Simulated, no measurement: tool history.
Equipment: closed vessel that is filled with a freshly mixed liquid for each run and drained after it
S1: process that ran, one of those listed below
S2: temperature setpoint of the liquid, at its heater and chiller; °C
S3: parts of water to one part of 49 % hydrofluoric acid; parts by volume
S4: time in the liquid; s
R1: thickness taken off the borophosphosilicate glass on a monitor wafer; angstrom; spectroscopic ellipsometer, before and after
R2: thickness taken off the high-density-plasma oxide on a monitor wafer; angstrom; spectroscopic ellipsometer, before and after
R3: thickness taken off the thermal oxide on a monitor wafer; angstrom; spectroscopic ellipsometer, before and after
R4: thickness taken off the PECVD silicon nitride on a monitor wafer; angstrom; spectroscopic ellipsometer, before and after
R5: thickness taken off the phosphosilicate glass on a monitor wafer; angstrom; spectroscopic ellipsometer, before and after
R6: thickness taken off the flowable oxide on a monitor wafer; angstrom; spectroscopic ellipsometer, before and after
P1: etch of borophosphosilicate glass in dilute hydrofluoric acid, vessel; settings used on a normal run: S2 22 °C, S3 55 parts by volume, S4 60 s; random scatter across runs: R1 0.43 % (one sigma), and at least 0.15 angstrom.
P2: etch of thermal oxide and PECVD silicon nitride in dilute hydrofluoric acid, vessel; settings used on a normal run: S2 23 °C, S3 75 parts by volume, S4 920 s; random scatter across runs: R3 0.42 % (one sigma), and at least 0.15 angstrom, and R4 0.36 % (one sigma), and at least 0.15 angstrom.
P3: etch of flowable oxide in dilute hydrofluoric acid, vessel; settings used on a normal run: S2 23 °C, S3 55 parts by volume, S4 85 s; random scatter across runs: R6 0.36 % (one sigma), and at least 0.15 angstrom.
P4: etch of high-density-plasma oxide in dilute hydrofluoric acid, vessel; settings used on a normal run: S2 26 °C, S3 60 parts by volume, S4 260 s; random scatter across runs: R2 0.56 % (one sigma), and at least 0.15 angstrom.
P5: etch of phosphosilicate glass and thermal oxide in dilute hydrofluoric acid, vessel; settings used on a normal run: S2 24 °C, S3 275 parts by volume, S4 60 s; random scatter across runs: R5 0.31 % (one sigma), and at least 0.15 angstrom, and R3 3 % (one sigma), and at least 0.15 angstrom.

{"run": 1, "hour": 5.2, "S1": "P1", "S2": 22, "S3": 55, "S4": 60, "R1": 416.53}
{"run": 2, "hour": 11.1, "S1": "P4", "S2": 26, "S3": 60, "S4": 260, "R2": 420.39}
{"run": 3, "hour": 17.7, "S1": "P4", "S2": 34, "S3": 60, "S4": 260, "R2": 576.92}
{"run": 4, "hour": 28.9, "S1": "P2", "S2": 17, "S3": 75, "S4": 920, "R3": 449.14, "R4": 302.82}
{"run": 5, "hour": 37.5, "S1": "P1", "S2": 22, "S3": 55, "S4": 30, "R1": 208.36}
{"run": 6, "hour": 46.0, "S1": "P2", "S2": 23, "S3": 40, "S4": 920, "R3": 1136.3, "R4": 852.81}
{"run": 7, "hour": 55.4, "S1": "P1", "S2": 22, "S3": 20, "S4": 60, "R1": 1194.2}
{"run": 8, "hour": 62.9, "S1": "P4", "S2": 26, "S3": 105, "S4": 260, "R2": 228.41}
{"run": 9, "hour": 72.4, "S1": "P4", "S2": 26, "S3": 60, "S4": 35, "R2": 56.598}
{"run": 10, "hour": 79.8, "S1": "P1", "S2": 22, "S3": 55, "S4": 60, "R1": 412.82}
{"run": 11, "hour": 88.1, "S1": "P1", "S2": 25.5, "S3": 55, "S4": 30, "R1": 240.93}
{"run": 12, "hour": 93.9, "S1": "P1", "S2": 22, "S3": 55, "S4": 60, "R1": 413.87}
{"run": 13, "hour": 98.8, "S1": "P5", "S2": 17, "S3": 275, "S4": 60, "R3": 6.3145, "R5": 83.002}
{"run": 14, "hour": 106.4, "S1": "P5", "S2": 24, "S3": 95, "S4": 60, "R3": 29.695, "R5": 379.62}
{"run": 15, "hour": 112.7, "S1": "P3", "S2": 23, "S3": 55, "S4": 85, "R6": 479.99}
{"run": 16, "hour": 118.5, "S1": "P3", "S2": 23, "S3": 55, "S4": 150, "R6": 851.77}
{"run": 17, "hour": 125.2, "S1": "P5", "S2": 24, "S3": 275, "S4": 95, "R3": 13.099, "R5": 169.22}
{"run": 18, "hour": 134.4, "S1": "P1", "S2": 17, "S3": 55, "S4": 60, "R1": 334.86}
{"run": 19, "hour": 142.5, "S1": "P3", "S2": 31.5, "S3": 55, "S4": 85, "R6": 674.47}
{"run": 20, "hour": 149.6, "S1": "P1", "S2": 22, "S3": 80, "S4": 60, "R1": 277.74}
{"run": 21, "hour": 159.7, "S1": "P5", "S2": 24, "S3": 275, "S4": 60, "R3": 8.0273, "R5": 107.57}
{"run": 22, "hour": 164.9, "S1": "P2", "S2": 23, "S3": 75, "S4": 920, "R3": 577.06, "R4": 460.19}
{"run": 23, "hour": 169.9, "S1": "P1", "S2": 22, "S3": 55, "S4": 60, "R1": 417.62}
{"run": 24, "hour": 175.8, "S1": "P1", "S2": 22, "S3": 55, "S4": 60, "R1": 415.88}
{"run": 25, "hour": 186.8, "S1": "P4", "S2": 26, "S3": 60, "S4": 260, "R2": 423.58}
{"run": 26, "hour": 193.0, "S1": "P3", "S2": 23, "S3": 105, "S4": 85, "R6": 237.01}
{"run": 27, "hour": 203.0, "S1": "P1", "S2": 27, "S3": 55, "S4": 60, "R1": 508.4}
{"run": 28, "hour": 210.3, "S1": "P1", "S2": 22, "S3": 55, "S4": 100, "R1": 694.83}
{"run": 29, "hour": 215.4, "S1": "P2", "S2": 23, "S3": 75, "S4": 50, "R3": 31.586, "R4": 25.113}
{"run": 30, "hour": 222.4, "S1": "P1", "S2": 22, "S3": 55, "S4": 60, "R1": 416.14}
{"run": 31, "hour": 230.2, "S1": "P1", "S2": 22, "S3": 55, "S4": 60, "R1": 430.41}
{"run": 32, "hour": 239.0, "S1": "P1", "S2": 22, "S3": 55, "S4": 60, "R1": 442.16}
{"run": 33, "hour": 245.7, "S1": "P1", "S2": 22, "S3": 55, "S4": 60, "R1": 443.06}
{"run": 34, "hour": 251.4, "S1": "P1", "S2": 22, "S3": 55, "S4": 60, "R1": 445.93}
{"run": 35, "hour": 260.9, "S1": "P1", "S2": 22, "S3": 55, "S4": 60, "R1": 443.21}
{"run": 36, "hour": 266.9, "S1": "P1", "S2": 22, "S3": 55, "S4": 60, "R1": 447.36}
{"run": 37, "hour": 277.3, "S1": "P1", "S2": 22, "S3": 55, "S4": 60, "R1": 449.06}

The output of P1 has drifted from where it used to be. Each of the 2 causes below, taken at the size shown beside it, accounts for the log equally well:
A: hydrofluoric acid flow above the setpoint (%) = 7.18
B: liquid hotter than its thermometer reads (K) = 1.8
The creep began at about hour 222.4.

The check runs listed below each take one wafer, and their results are still question marks. Under which run would the listed causes lead to clearly different results?
{"run": "check 1", "hour": 287.7, "S1": "P4", "S2": 26, "S3": 95, "S4": 260, "R2": "?"}
{"run": "check 2", "hour": 287.7, "S1": "P5", "S2": 24, "S3": 105, "S4": 60, "R3": "?", "R5": "?"}
{"run": "check 3", "hour": 287.7, "S1": "P3", "S2": 30.5, "S3": 55, "S4": 85, "R6": "?"}
{"run": "check 4", "hour": 287.7, "S1": "P2", "S2": 23, "S3": 75, "S4": 155, "R3": "?", "R4": "?"}

What each check would give under each cause:
check=check_1 result=R2 if_A=275.5 if_B=273.34
check=check_2 result=R3 if_A=27.561 if_B=27.357
check=check_2 result=R5 if_A=366.49 if_B=363.77
check=check_3 result=R6 if_A=698.92 if_B=695.12
check=check_4 result=R3 if_A=104.76 if_B=104.47
check=check_4 result=R4 if_A=82.862 if_B=87.288
Gap, in per cent, between the two causes that each check separates least, read from the result that separates them most: check 1 0.79 %; check 2 0.74 %; check 3 0.55 %; check 4 5.2 %
Only check 4 tells the causes apart: in the others they would give nearly the same result.

Running check 4 produced the following: R3 105.39 angstrom; R4 86.975 angstrom. Which one of the listed causes fits?

B is the cause: liquid hotter than its thermometer reads (K).

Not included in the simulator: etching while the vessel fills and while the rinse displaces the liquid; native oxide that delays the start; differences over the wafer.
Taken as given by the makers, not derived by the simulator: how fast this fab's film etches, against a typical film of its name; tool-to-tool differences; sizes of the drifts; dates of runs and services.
